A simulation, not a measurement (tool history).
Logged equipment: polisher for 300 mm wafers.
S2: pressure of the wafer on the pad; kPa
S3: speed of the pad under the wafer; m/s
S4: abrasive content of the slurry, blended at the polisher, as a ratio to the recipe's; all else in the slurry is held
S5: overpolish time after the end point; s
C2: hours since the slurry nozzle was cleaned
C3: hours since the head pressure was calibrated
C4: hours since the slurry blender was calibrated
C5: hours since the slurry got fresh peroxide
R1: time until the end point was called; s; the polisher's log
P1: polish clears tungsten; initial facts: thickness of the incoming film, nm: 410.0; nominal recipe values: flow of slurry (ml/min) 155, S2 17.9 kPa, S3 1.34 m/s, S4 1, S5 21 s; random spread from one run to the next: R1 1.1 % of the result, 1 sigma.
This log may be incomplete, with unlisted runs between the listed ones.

run 1 hour=7.7 | flow_of_slurry_(ml/min)=155 S2=17.9 S3=1.34 S4=1 S5=21 | wafers_polished_on_this_pad=543 C2=165.2 C3=652.3 C4=111.1 C5=17.2 | R1=109.14
run 2 hour=22.9 | flow_of_slurry_(ml/min)=155 S2=17.9 S3=1.34 S4=1 S5=21 | wafers_polished_on_this_pad=698 C2=180.4 C3=667.5 C4=126.3 C5=32.4 | R1=110.06
run 3 hour=39.9 | flow_of_slurry_(ml/min)=155 S2=28.3 S3=1.34 S4=1 S5=21 | wafers_polished_on_this_pad=870 C2=197.4 C3=684.5 C4=143.3 C5=49.4 | R1=68.9
run 4 hour=54.5 | flow_of_slurry_(ml/min)=155 S2=17.9 S3=0.62 S4=1 S5=21 | wafers_polished_on_this_pad=1019 C2=212 C3=699.1 C4=157.9 C5=64 | R1=240.45
run 5 hour=65.3 | flow_of_slurry_(ml/min)=155 S2=17.9 S3=1.34 S4=0.7 S5=21 | wafers_polished_on_this_pad=1128 C2=222.8 C3=709.9 C4=168.7 C5=74.8 | R1=119.57
run 6 hour=80.7 | flow_of_slurry_(ml/min)=155 S2=17.9 S3=1.34 S4=1 S5=21 | wafers_polished_on_this_pad=1285 C2=238.2 C3=725.3 C4=184.1 C5=90.2 | R1=111.42
run 7 hour=92.6 | flow_of_slurry_(ml/min)=155 S2=17.9 S3=1.34 S4=1.35 S5=21 | wafers_polished_on_this_pad=1405 C2=250.1 C3=737.2 C4=196 C5=102.1 | R1=101.17
run 8 hour=103.4 | flow_of_slurry_(ml/min)=155 S2=17.9 S3=2.06 S4=1 S5=21 | wafers_polished_on_this_pad=1515 C2=260.9 C3=748 C4=206.8 C5=112.9 | R1=72.453
run 9 hour=118.6 | flow_of_slurry_(ml/min)=95 S2=17.9 S3=1.34 S4=1 S5=21 | wafers_polished_on_this_pad=1669 C2=276.1 C3=763.2 C4=222 C5=128.1 | R1=121.41
run 10 hour=129.5 | flow_of_slurry_(ml/min)=155 S2=17.9 S3=1.34 S4=1 S5=21 | wafers_polished_on_this_pad=1780 C2=287 C3=774.1 C4=232.9 C5=139 | R1=109.2
run 11 hour=142.5 | flow_of_slurry_(ml/min)=155 S2=17.9 S3=1.34 S4=1 S5=30 | wafers_polished_on_this_pad=1912 C2=300 C3=787.1 C4=245.9 C5=152 | R1=111.49
run 12 hour=160 | flow_of_slurry_(ml/min)=155 S2=17.9 S3=1.34 S4=1 S5=9 | wafers_polished_on_this_pad=2090 C2=317.5 C3=804.6 C4=263.4 C5=169.5 | R1=109.82
run 13 hour=169.5 | flow_of_slurry_(ml/min)=155 S2=9 S3=1.34 S4=1 S5=21 | wafers_polished_on_this_pad=2186 C2=327 C3=814.1 C4=272.9 C5=179 | R1=216.81
run 14 hour=186.9 | flow_of_slurry_(ml/min)=155 S2=17.9 S3=0.88 S4=1 S5=6 | wafers_polished_on_this_pad=2363 C2=344.4 C3=831.5 C4=290.3 C5=196.4 | R1=167.61
run 15 hour=201.3 | flow_of_slurry_(ml/min)=210 S2=17.9 S3=1.34 S4=1 S5=21 | wafers_polished_on_this_pad=2509 C2=358.8 C3=845.9 C4=304.7 C5=210.8 | R1=106.45
run 16 hour=214.8 | flow_of_slurry_(ml/min)=155 S2=17.9 S3=1.34 S4=1 S5=21 | wafers_polished_on_this_pad=2646 C2=372.3 C3=859.4 C4=318.2 C5=224.3 | R1=111.83
run 17 hour=228.8 | flow_of_slurry_(ml/min)=155 S2=17.9 S3=1.34 S4=1 S5=21 | wafers_polished_on_this_pad=2788 C2=386.3 C3=873.4 C4=332.2 C5=238.3 | R1=111.98
run 18 hour=237.5 | flow_of_slurry_(ml/min)=155 S2=17.9 S3=1.34 S4=1 S5=21 | wafers_polished_on_this_pad=2877 C2=395 C3=882.1 C4=340.9 C5=247 | R1=115.55
run 19 hour=252 | flow_of_slurry_(ml/min)=155 S2=17.9 S3=1.34 S4=1 S5=21 | wafers_polished_on_this_pad=3024 C2=409.5 C3=896.6 C4=355.4 C5=261.5 | R1=116.53
run 20 hour=267.7 | flow_of_slurry_(ml/min)=155 S2=17.9 S3=1.34 S4=1 S5=21 | wafers_polished_on_this_pad=3183 C2=425.2 C3=912.3 C4=371.1 C5=277.2 | R1=118.56
run 21 hour=278.3 | flow_of_slurry_(ml/min)=155 S2=17.9 S3=1.34 S4=1 S5=21 | wafers_polished_on_this_pad=3291 C2=435.8 C3=922.9 C4=381.7 C5=287.8 | R1=119.31
-- hour=290.2 slurry blender recalibrated
-- hour=295.5 head pressure recalibrated
run 22 hour=295.7 | flow_of_slurry_(ml/min)=155 S2=17.9 S3=1.34 S4=1 S5=21 | wafers_polished_on_this_pad=3468 C2=453.2 C3=0.3 C4=5.6 C5=305.2 | R1=121.92
run 23 hour=311.2 | flow_of_slurry_(ml/min)=155 S2=17.9 S3=1.34 S4=1 S5=21 | wafers_polished_on_this_pad=3625 C2=468.7 C3=15.8 C4=21.1 C5=320.7 | R1=120.86
-- hour=319.2 worn pad replaced by a new one
run 24 hour=329 | flow_of_slurry_(ml/min)=155 S2=17.9 S3=1.34 S4=1 S5=21 | wafers_polished_on_this_pad=100 C2=486.5 C3=33.6 C4=38.9 C5=338.5 | R1=120.77
run 25 hour=341.8 | flow_of_slurry_(ml/min)=155 S2=17.9 S3=1.34 S4=1 S5=21 | wafers_polished_on_this_pad=230 C2=499.3 C3=46.4 C4=51.7 C5=351.3 | R1=122.6
run 26 hour=356.6 | flow_of_slurry_(ml/min)=155 S2=17.9 S3=1.34 S4=1 S5=21 | wafers_polished_on_this_pad=380 C2=514.1 C3=61.2 C4=66.5 C5=366.1 | R1=123.58
run 27 hour=364.5 | flow_of_slurry_(ml/min)=155 S2=17.9 S3=1.34 S4=1 S5=21 | wafers_polished_on_this_pad=460 C2=522 C3=69.1 C4=74.4 C5=374 | R1=121.3

Compared with where it was, what P1 gives has crept away. Each cause listed below fits the log as well as the rest, at the size given for it:
A: peroxide lost from the slurry, % = 24.2
B: slurry flow missing at the pad, % = 40
At approximately hour 214.8, the process output began to creep.
Other possible causes, and why each is ruled out:
removal rate lost through wear of the pad, %: its service at hour 319.2 followed the start of the drift and did not put the process back to its old value
head's pressure below its setpoint, %: its service at hour 295.5 followed the start of the drift and did not put the process back to its old value
abrasive missing from the slurry, %: its service at hour 290.2 followed the start of the drift and did not put the process back to its old value

You are offered 4 check runs, listed below with question marks in place of their results; each one averages 3 wafers. Which run separates the listed causes by giving clearly different results for each?
run check 1 hour=372.4 | flow_of_slurry_(ml/min)=105 S2=17.9 S3=1.34 S4=1 S5=21 | R1=?
run check 2 hour=372.4 | flow_of_slurry_(ml/min)=155 S2=10.3 S3=1.34 S4=1 S5=21 | R1=?
run check 3 hour=372.4 | flow_of_slurry_(ml/min)=155 S2=17.9 S3=1.34 S4=0.75 S5=21 | R1=?
run check 4 hour=372.4 | flow_of_slurry_(ml/min)=155 S2=17.9 S3=1.98 S4=1.15 S5=21 | R1=?

What every check run would give for each of its results, assuming each possible cause in turn:
check=check_1 result=R1 if_A=132.64 if_B=138.67
check=check_2 result=R1 if_A=212.54 if_B=212.6
check=check_3 result=R1 if_A=131.13 if_B=131.16
check=check_4 result=R1 if_A=80.268 if_B=80.29
How far apart the two closest causes lie, in the result that separates them most: check 1 4.45 %; check 2 0.03 %; check 3 0.03 %; check 4 0.03 %
The other checks would show nearly matching results whichever cause is true, so check 1 is the only one that separates the causes.

Check 1 has now been run. It gave: R1 138.84 s. Which of the candidate causes is it?

The correct cause is B, namely: slurry flow missing at the pad, %.
